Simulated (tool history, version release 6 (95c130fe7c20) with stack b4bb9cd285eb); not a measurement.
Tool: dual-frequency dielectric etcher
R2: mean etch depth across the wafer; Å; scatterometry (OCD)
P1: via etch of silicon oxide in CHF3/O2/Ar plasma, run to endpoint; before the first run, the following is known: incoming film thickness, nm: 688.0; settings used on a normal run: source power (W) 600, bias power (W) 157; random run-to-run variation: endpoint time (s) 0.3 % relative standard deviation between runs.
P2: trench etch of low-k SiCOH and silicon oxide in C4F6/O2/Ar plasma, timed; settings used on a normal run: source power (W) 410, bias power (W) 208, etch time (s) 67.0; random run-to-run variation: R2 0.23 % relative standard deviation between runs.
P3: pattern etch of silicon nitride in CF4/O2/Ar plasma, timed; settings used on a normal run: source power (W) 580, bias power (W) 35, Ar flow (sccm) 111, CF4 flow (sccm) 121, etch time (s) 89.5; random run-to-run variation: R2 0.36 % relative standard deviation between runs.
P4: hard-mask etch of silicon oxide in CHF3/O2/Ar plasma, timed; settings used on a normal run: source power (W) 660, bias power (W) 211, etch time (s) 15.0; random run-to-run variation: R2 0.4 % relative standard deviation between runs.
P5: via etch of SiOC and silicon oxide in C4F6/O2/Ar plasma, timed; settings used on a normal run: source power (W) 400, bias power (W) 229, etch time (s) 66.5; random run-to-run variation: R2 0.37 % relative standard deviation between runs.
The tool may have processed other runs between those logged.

Run 1, hour 3.3: process that ran P1, source power (W) 600, bias power (W) 157. Result: endpoint time (s) 371.82.
Run 2, hour 7.3: process that ran P5, source power (W) 270, bias power (W) 229, etch time (s) 66.5. Result: R2 707.54 Å.
Run 3, hour 10.2: process that ran P2, source power (W) 280, bias power (W) 208, etch time (s) 67.0. Result: R2 2008.90 Å.
Run 4, hour 13.3: process that ran P1, source power (W) 600, bias power (W) 157. Result: endpoint time (s) 371.55.
Run 5, hour 16.2: process that ran P4, source power (W) 660, bias power (W) 143, etch time (s) 15.0. Result: R2 291.96 Å.
Run 6, hour 20.2: process that ran P1, source power (W) 790, bias power (W) 103. Result: endpoint time (s) 380.29.
Run 7, hour 23.0: process that ran P4, source power (W) 390, bias power (W) 211, etch time (s) 15.0. Result: R2 269.72 Å.
Run 8, hour 26.7: process that ran P5, source power (W) 400, bias power (W) 164, etch time (s) 66.5. Result: R2 734.43 Å.
Run 9, hour 30.8: process that ran P2, source power (W) 410, bias power (W) 208, etch time (s) 37.0. Result: R2 1284.30 Å.
Run 10, hour 33.6: process that ran P5, source power (W) 400, bias power (W) 229, etch time (s) 36.5. Result: R2 448.52 Å.
Run 11, hour 37.7: process that ran P1, source power (W) 600, bias power (W) 157. Result: endpoint time (s) 370.78.
Run 12, hour 40.5: process that ran P2, source power (W) 410, bias power (W) 246, etch time (s) 67.0. Result: R2 2456.20 Å.
Run 13, hour 44.9: process that ran P1, source power (W) 490, bias power (W) 157. Result: endpoint time (s) 401.48.
Run 14, hour 47.4: process that ran P3, source power (W) 580, bias power (W) 35, etch time (s) 89.5, Ar flow (sccm) 111, CF4 flow (sccm) 121. Result: R2 1711.30 Å.
Run 15, hour 51.5: process that ran P3, source power (W) 580, bias power (W) 35, etch time (s) 66.0, Ar flow (sccm) 111, CF4 flow (sccm) 121. Result: R2 1265.90 Å.
Run 16, hour 55.7: process that ran P1, source power (W) 770, bias power (W) 157. Result: endpoint time (s) 336.91.
Run 17, hour 58.4: process that ran P1, source power (W) 780, bias power (W) 119. Result: endpoint time (s) 364.80.
Run 18, hour 63.2: process that ran P3, source power (W) 580, bias power (W) 27, etch time (s) 89.5, Ar flow (sccm) 111, CF4 flow (sccm) 121. Result: R2 1580.50 Å.
Run 19, hour 65.4: process that ran P5, source power (W) 400, bias power (W) 229, etch time (s) 66.5. Result: R2 817.62 Å.
Run 20, hour 67.7: process that ran P4, source power (W) 660, bias power (W) 211, etch time (s) 15.0. Result: R2 330.06 Å.
Run 21, hour 70.9: process that ran P4, source power (W) 660, bias power (W) 211, etch time (s) 15.0. Result: R2 328.62 Å.
Run 22, hour 73.6: process that ran P1, source power (W) 830, bias power (W) 104. Result: endpoint time (s) 371.28.
Run 23, hour 77.5: process that ran P1, source power (W) 600, bias power (W) 190. Result: endpoint time (s) 350.84.
Run 24, hour 82.0: process that ran P3, source power (W) 580, bias power (W) 35, etch time (s) 89.5, Ar flow (sccm) 111, CF4 flow (sccm) 92. Result: R2 1648.50 Å.
Run 25, hour 84.9: process that ran P1, source power (W) 600, bias power (W) 97. Result: endpoint time (s) 431.81.

Run 26 comes next. What will it give?
Run 26, hour 88.7: process that ran P1, source power (W) 600, bias power (W) 157. Result: endpoint time (s) ?.

{"run 26": {"endpoint time (s)": 372.06}}
